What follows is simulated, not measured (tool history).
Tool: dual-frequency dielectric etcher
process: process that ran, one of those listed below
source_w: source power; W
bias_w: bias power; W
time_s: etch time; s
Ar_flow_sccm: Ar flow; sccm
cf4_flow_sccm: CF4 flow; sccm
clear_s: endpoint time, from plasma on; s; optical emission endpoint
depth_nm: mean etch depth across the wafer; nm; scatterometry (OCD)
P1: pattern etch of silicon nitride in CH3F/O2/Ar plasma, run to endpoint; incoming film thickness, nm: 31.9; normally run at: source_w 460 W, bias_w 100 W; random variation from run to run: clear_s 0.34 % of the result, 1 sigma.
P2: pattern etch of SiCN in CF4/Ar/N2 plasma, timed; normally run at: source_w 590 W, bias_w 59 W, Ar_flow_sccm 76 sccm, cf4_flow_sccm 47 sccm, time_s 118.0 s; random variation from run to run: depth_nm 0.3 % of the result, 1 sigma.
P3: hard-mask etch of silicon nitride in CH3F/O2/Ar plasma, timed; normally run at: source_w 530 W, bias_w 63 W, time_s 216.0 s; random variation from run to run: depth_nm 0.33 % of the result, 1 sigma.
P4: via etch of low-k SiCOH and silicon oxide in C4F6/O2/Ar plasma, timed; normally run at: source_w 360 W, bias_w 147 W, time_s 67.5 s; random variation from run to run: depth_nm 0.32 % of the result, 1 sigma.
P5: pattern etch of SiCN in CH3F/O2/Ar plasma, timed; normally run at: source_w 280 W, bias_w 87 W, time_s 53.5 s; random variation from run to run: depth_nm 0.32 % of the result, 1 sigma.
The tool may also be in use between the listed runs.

run 1 hour=13.8 | process=P1 source_w=460 bias_w=100 | clear_s=39.069
run 2 hour=26.5 | process=P5 source_w=280 bias_w=87 time_s=70.5 | depth_nm=24.655
run 3 hour=39.6 | process=P5 source_w=280 bias_w=120 time_s=53.5 | depth_nm=21.188
run 4 hour=50.8 | process=P1 source_w=460 bias_w=127 | clear_s=35.697
run 5 hour=62.6 | process=P1 source_w=460 bias_w=100 | clear_s=38.967
run 6 hour=71.2 | process=P1 source_w=550 bias_w=100 | clear_s=36.677
run 7 hour=79.2 | process=P4 source_w=470 bias_w=147 time_s=67.5 | depth_nm=179.270
run 8 hour=93.0 | process=P3 source_w=530 bias_w=40 time_s=216.0 | depth_nm=148.460
run 9 hour=108.1 | process=P1 source_w=610 bias_w=83 | clear_s=37.669
run 10 hour=114.9 | process=P3 source_w=530 bias_w=63 time_s=216.0 | depth_nm=169.510
run 11 hour=123.8 | process=P5 source_w=350 bias_w=87 time_s=53.5 | depth_nm=20.372
run 12 hour=134.6 | process=P2 source_w=590 bias_w=59 time_s=118.0 Ar_flow_sccm=76 cf4_flow_sccm=64 | depth_nm=125.730
run 13 hour=149.6 | process=P2 source_w=590 bias_w=59 time_s=118.0 Ar_flow_sccm=56 cf4_flow_sccm=47 | depth_nm=125.670
run 14 hour=163.9 | process=P4 source_w=360 bias_w=147 time_s=67.5 | depth_nm=159.910
run 15 hour=172.3 | process=P1 source_w=460 bias_w=100 | clear_s=39.004
run 16 hour=182.4 | process=P2 source_w=590 bias_w=59 time_s=118.0 Ar_flow_sccm=76 cf4_flow_sccm=47 | depth_nm=119.460
run 17 hour=193.2 | process=P1 source_w=460 bias_w=100 | clear_s=39.133
run 18 hour=201.2 | process=P4 source_w=360 bias_w=147 time_s=45.0 | depth_nm=107.640
run 19 hour=212.9 | process=P2 source_w=590 bias_w=59 time_s=69.5 Ar_flow_sccm=76 cf4_flow_sccm=47 | depth_nm=70.638
run 20 hour=221.7 | process=P1 source_w=460 bias_w=68 | clear_s=44.773
run 21 hour=228.9 | process=P1 source_w=460 bias_w=100 | clear_s=39.154
run 22 hour=240.7 | process=P2 source_w=590 bias_w=71 time_s=118.0 Ar_flow_sccm=76 cf4_flow_sccm=47 | depth_nm=127.620
run 23 hour=252.5 | process=P1 source_w=320 bias_w=100 | clear_s=44.830
run 24 hour=259.4 | process=P3 source_w=330 bias_w=63 time_s=216.0 | depth_nm=141.470
run 25 hour=267.5 | process=P1 source_w=560 bias_w=118 | clear_s=34.056
run 26 hour=281.5 | process=P4 source_w=360 bias_w=177 time_s=67.5 | depth_nm=169.990
run 27 hour=289.8 | process=P1 source_w=610 bias_w=63 | clear_s=41.202
run 28 hour=301.6 | process=P2 source_w=750 bias_w=59 time_s=118.0 Ar_flow_sccm=76 cf4_flow_sccm=47 | depth_nm=148.060
run 29 hour=311.6 | process=P5 source_w=280 bias_w=87 time_s=53.5 | depth_nm=18.690
run 30 hour=325.9 | process=P3 source_w=530 bias_w=63 time_s=265.0 | depth_nm=208.390
run 31 hour=340.5 | process=P1 source_w=460 bias_w=100 | clear_s=38.938
run 32 hour=348.4 | process=P1 source_w=460 bias_w=100 | clear_s=38.744
run 33 hour=357.7 | process=P1 source_w=460 bias_w=100 | clear_s=38.813
run 34 hour=367.0 | process=P1 source_w=460 bias_w=100 | clear_s=38.603
run 35 hour=374.3 | process=P1 source_w=460 bias_w=100 | clear_s=38.346
-- hour=378.6 wet clean of the chamber
run 36 hour=384.9 | process=P1 source_w=460 bias_w=100 | clear_s=38.453
run 37 hour=392.8 | process=P1 source_w=460 bias_w=100 | clear_s=38.468

What P1 gives has crept away from where it was. These 2 causes fit the log equally well, each at the size given:
A: bias power that arrives over what is set, % = 4.8
B: source power that arrives over what is set, % = 4.69
The creep began at about hour 340.5.
Why every other cause is out:
chamber walls in a state that raises the etch rate, %: serviced at hour 378.6, which brought nothing back

4 check runs are offered, one wafer each, their results left as question marks. Which one tells the causes apart?
run check 1 hour=400.7 | process=P2 source_w=590 bias_w=59 time_s=118.0 Ar_flow_sccm=76 cf4_flow_sccm=47 | depth_nm=?
run check 2 hour=400.7 | process=P5 source_w=280 bias_w=87 time_s=53.5 | depth_nm=?
run check 3 hour=400.7 | process=P4 source_w=360 bias_w=147 time_s=67.5 | depth_nm=?
run check 4 hour=400.7 | process=P3 source_w=530 bias_w=63 time_s=216.0 | depth_nm=?

What each check would give under each cause:
check=check_1 result=depth_nm if_A=121.710 if_B=124.780
check=check_2 result=depth_nm if_A=19.046 if_B=19.031
check=check_3 result=depth_nm if_A=163.420 if_B=164.030
check=check_4 result=depth_nm if_A=172.430 if_B=172.840
How far apart the two closest causes lie, in the result that separates them most: check 1 2.49 %; check 2 0.08 %; check 3 0.37 %; check 4 0.24 %
Check 1 tells the causes apart: in the others they would give nearly the same result.

Then check 1 was run and gave: depth_nm 124.570 nm. Which cause is it?

It is B: source power that arrives over what is set, %.
